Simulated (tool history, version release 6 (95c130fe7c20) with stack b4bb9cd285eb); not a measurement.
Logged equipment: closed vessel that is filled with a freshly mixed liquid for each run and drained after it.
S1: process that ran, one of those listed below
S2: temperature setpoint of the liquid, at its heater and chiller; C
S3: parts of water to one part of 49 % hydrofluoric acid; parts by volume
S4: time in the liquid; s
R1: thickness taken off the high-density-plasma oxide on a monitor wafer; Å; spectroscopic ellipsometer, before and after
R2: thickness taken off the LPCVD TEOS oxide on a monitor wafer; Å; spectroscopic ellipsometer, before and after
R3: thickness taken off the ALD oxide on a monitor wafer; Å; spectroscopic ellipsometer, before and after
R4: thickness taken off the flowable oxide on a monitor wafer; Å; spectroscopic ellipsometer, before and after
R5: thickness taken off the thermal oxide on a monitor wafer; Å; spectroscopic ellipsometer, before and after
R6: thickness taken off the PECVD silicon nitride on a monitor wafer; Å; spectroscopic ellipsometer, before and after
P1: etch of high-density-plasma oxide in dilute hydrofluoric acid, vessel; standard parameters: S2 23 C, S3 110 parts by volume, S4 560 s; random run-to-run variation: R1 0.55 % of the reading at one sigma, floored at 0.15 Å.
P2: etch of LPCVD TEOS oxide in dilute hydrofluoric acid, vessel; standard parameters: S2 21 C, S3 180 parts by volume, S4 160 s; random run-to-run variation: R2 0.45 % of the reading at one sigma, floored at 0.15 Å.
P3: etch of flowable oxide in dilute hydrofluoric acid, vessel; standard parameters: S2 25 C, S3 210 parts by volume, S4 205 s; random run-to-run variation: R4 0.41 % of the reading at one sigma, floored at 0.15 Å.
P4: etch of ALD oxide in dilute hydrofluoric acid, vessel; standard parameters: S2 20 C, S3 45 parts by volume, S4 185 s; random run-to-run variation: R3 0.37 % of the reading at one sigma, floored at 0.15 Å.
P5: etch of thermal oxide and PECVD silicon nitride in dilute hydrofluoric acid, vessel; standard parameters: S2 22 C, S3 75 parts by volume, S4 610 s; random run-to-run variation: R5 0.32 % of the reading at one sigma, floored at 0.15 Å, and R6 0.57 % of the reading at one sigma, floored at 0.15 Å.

| run | hour | S1 | S2 | S3 | S4 | R1 | R2 | R3 | R4 | R5 | R6 |
|---|---|---|---|---|---|---|---|---|---|---|---|
| 1 | 17.9 | P1 | 23 | 110 | 560 | 366.28 |  |  |  |  |  |
| 2 | 34 | P2 | 21 | 180 | 160 |  | 123.75 |  |  |  |  |
| 3 | 47.8 | P4 | 20 | 45 | 355 |  |  | 704.33 |  |  |  |
| 4 | 61.8 | P1 | 23 | 110 | 560 | 366.71 |  |  |  |  |  |
| 5 | 69.7 | P1 | 23 | 110 | 560 | 372.25 |  |  |  |  |  |
| 6 | 80.9 | P4 | 20 | 45 | 185 |  |  | 367.45 |  |  |  |
| 7 | 90.8 | P4 | 27 | 45 | 185 |  |  | 497.9 |  |  |  |
| 8 | 104.3 | P1 | 17 | 180 | 560 | 165.68 |  |  |  |  |  |
| 9 | 120.4 | P2 | 21 | 180 | 45 |  | 34.674 |  |  |  |  |
| 10 | 137.5 | P1 | 23 | 110 | 30 | 19.861 |  |  |  |  |  |
| 11 | 153.9 | P1 | 28.5 | 190 | 560 | 237.24 |  |  |  |  |  |
| 12 | 164.5 | P3 | 25 | 210 | 205 |  |  |  | 315.56 |  |  |
| 13 | 182.7 | P1 | 23 | 110 | 560 | 366.77 |  |  |  |  |  |
| 14 | 192.8 | P1 | 17 | 110 | 560 | 288.97 |  |  |  |  |  |
| 15 | 201.2 | P1 | 23 | 110 | 560 | 365.55 |  |  |  |  |  |
| 16 | 217.4 | P1 | 23 | 20 | 560 | 2274 |  |  |  |  |  |
| 17 | 232.6 | P2 | 21 | 180 | 160 |  | 123.14 |  |  |  |  |
| 18 | 243.5 | P5 | 22 | 75 | 610 |  |  |  |  | 362.61 | 299.72 |
| 19 | 259.7 | P3 | 25 | 40 | 205 |  |  |  | 2050.3 |  |  |
| 20 | 273.2 | P4 | 20 | 20 | 185 |  |  | 849.02 |  |  |  |
| 21 | 285.4 | P3 | 29.5 | 210 | 205 |  |  |  | 371.44 |  |  |
| 22 | 295.5 | P1 | 23 | 165 | 560 | 231.99 |  |  |  |  |  |
| 23 | 303.6 | P1 | 30.5 | 110 | 560 | 489.8 |  |  |  |  |  |
| 24 | 312.1 | P5 | 22 | 45 | 610 |  |  |  |  | 626.28 | 488.61 |
| 25 | 325.3 | P3 | 25 | 210 | 30 |  |  |  | 46.509 |  |  |
| 26 | 336.2 | P2 | 27.5 | 180 | 160 |  | 158.5 |  |  |  |  |
| 27 | 344.9 | P1 | 23 | 110 | 960 | 629.88 |  |  |  |  |  |
| 28 | 355.1 | P2 | 21 | 75 | 160 |  | 331.68 |  |  |  |  |
| 29 | 371.8 | P3 | 25 | 210 | 205 |  |  |  | 315.44 |  |  |
| 30 | 386.5 | P4 | 20 | 45 | 185 |  |  | 370.12 |  |  |  |
| 31 | 401.7 | P5 | 17 | 75 | 610 |  |  |  |  | 293.84 | 207.74 |
| 32 | 412 | P5 | 22 | 75 | 955 |  |  |  |  | 568.81 | 466.59 |
| 33 | 428.5 | P1 | 23 | 110 | 560 | 367.92 |  |  |  |  |  |
| 34 | 439.1 | P1 | 23 | 110 | 560 | 370.78 |  |  |  |  |  |
| 35 | 454.4 | P1 | 23 | 110 | 560 | 380.53 |  |  |  |  |  |
| 36 | 468.9 | P1 | 23 | 110 | 560 | 388.21 |  |  |  |  |  |
| 37 | 483.3 | P1 | 23 | 110 | 560 | 392.3 |  |  |  |  |  |
| 38 | 493.4 | P1 | 23 | 110 | 560 | 401.33 |  |  |  |  |  |
| 39 | 506.1 | P1 | 23 | 110 | 560 | 397.62 |  |  |  |  |  |
| 40 | 517.9 | P1 | 23 | 110 | 560 | 399.52 |  |  |  |  |  |
| 41 | 535.3 | P1 | 23 | 110 | 560 | 401.39 |  |  |  |  |  |
| 42 | 553.2 | P1 | 23 | 110 | 560 | 404.28 |  |  |  |  |  |
| 43 | 562.4 | P1 | 23 | 110 | 560 | 405.52 |  |  |  |  |  |
| 44 | 580.3 | P1 | 23 | 110 | 560 | 407.53 |  |  |  |  |  |
| 45 | 592.2 | P1 | 23 | 110 | 560 | 410.17 |  |  |  |  |  |

Something has made what P1 gives creep away from where it was; the 2 causes below, each at its own stated size, fit the log equally well:
A: hydrofluoric acid flow above the setpoint (%) = 8.68
B: liquid hotter than its thermometer reads (K) = 2.39
The process output started creeping at around hour 439.1.

4 check runs are offered, one wafer each, their results left as question marks. Which one tells the causes apart?
| check 1 | 604.1 | P5 | 17 | 75 | 610 |  |  |  |  | ? | ? |
| check 2 | 604.1 | P3 | 25 | 110 | 40 |  |  |  | ? |  |  |
| check 3 | 604.1 | P2 | 27.5 | 115 | 160 |  | ? |  |  |  |  |
| check 4 | 604.1 | P4 | 27 | 45 | 315 |  |  | ? |  |  |  |

Expected result of each check under each candidate cause:
| check | result | if A | if B |
|---|---|---|---|
| check 1 | R5 | 321.07 | 324.81 |
| check 1 | R6 | 227.59 | 248.02 |
| check 2 | R4 | 145.28 | 144.97 |
| check 3 | R2 | 294.07 | 292.41 |
| check 4 | R3 | 916.33 | 923.01 |
Distance between the nearest two causes, measured in the result of the check that separates them most: check 1 8.6 %; check 2 0.22 %; check 3 0.57 %; check 4 0.73 %
The other checks would show nearly matching results whichever cause is true, so check 1 is the only one that separates the causes.

Check 1 was carried out, with these results: R5 324.09 Å; R6 246.53 Å. Which of the listed causes is responsible?

The cause is B: liquid hotter than its thermometer reads (K).

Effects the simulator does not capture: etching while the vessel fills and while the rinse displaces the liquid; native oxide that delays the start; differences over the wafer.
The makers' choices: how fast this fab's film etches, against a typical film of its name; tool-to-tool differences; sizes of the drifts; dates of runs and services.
